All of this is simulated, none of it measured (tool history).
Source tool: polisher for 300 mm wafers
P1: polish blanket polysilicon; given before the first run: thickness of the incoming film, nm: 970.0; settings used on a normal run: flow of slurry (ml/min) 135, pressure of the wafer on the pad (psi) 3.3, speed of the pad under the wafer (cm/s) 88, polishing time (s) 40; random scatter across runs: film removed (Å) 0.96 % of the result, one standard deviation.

run,hour,flow of slurry (ml/min),pressure of the wafer on the pad (psi),speed of the pad under the wafer (cm/s),polishing time (s),wafers polished on this pad,hours since the slurry nozzle was cleaned,hours since the head pressure was calibrated,film removed (Å)
1,13.1,135,3.3,88,40,891,369.3,302.1,3013.2
2,23.2,135,3.3,88,18,1055,379.4,312.2,1326.6
3,39.4,135,3.3,88,40,1319,395.6,328.4,2995.5
4,50.2,135,3.3,88,40,1495,406.4,339.2,2993.9
5,60.5,135,3.3,88,40,1663,416.7,349.5,3040.4
6,69.6,135,4.1,88,27,1812,425.8,358.6,2532.0
7,81.7,135,3.3,40,40,2009,437.9,370.7,1356.1
8,90.5,170,3.3,88,22,2153,446.7,379.5,1721.3
9,105.8,135,3.3,88,61,2402,462.0,394.8,4478.1
10,118.2,135,5.3,88,40,2604,474.4,407.2,4798.5
11,130.7,135,3.3,88,40,2808,486.9,419.7,2991.2
12,144.2,135,3.3,132,40,3028,500.4,433.2,4517.2
13,157.7,135,1.8,88,40,3248,513.9,446.7,1610.1
# hour 159.9: worn pad replaced by a new one
14,165.5,80,3.3,88,40,92,521.7,454.5,2597.6
15,178.5,210,3.3,88,40,303,534.7,467.5,3155.0
16,195.4,135,3.3,88,40,579,551.6,484.4,2977.2
17,206.6,135,3.3,88,40,762,562.8,495.6,2963.1
18,216.8,135,3.3,88,40,928,573.0,505.8,2951.8
19,231.3,135,3.3,88,40,1164,587.5,520.3,2899.4
20,242.8,135,3.3,88,40,1352,599.0,531.8,2862.5
21,257.1,135,3.3,88,40,1585,613.3,546.1,2776.3
# hour 257.2: worn pad replaced by a new one
22,270.9,135,3.3,88,40,224,627.1,559.9,2781.5
23,282.2,135,3.3,88,40,408,638.4,571.2,2707.0
24,291.3,135,3.3,88,40,556,647.5,580.3,2739.6
25,299.9,135,3.3,88,40,696,656.1,588.9,2735.4

Run 26 comes next. What will it give?
26,315.8,135,3.3,88,40,956,672.0,604.8,?

Run 26 produced film removed (Å) 2742.7.
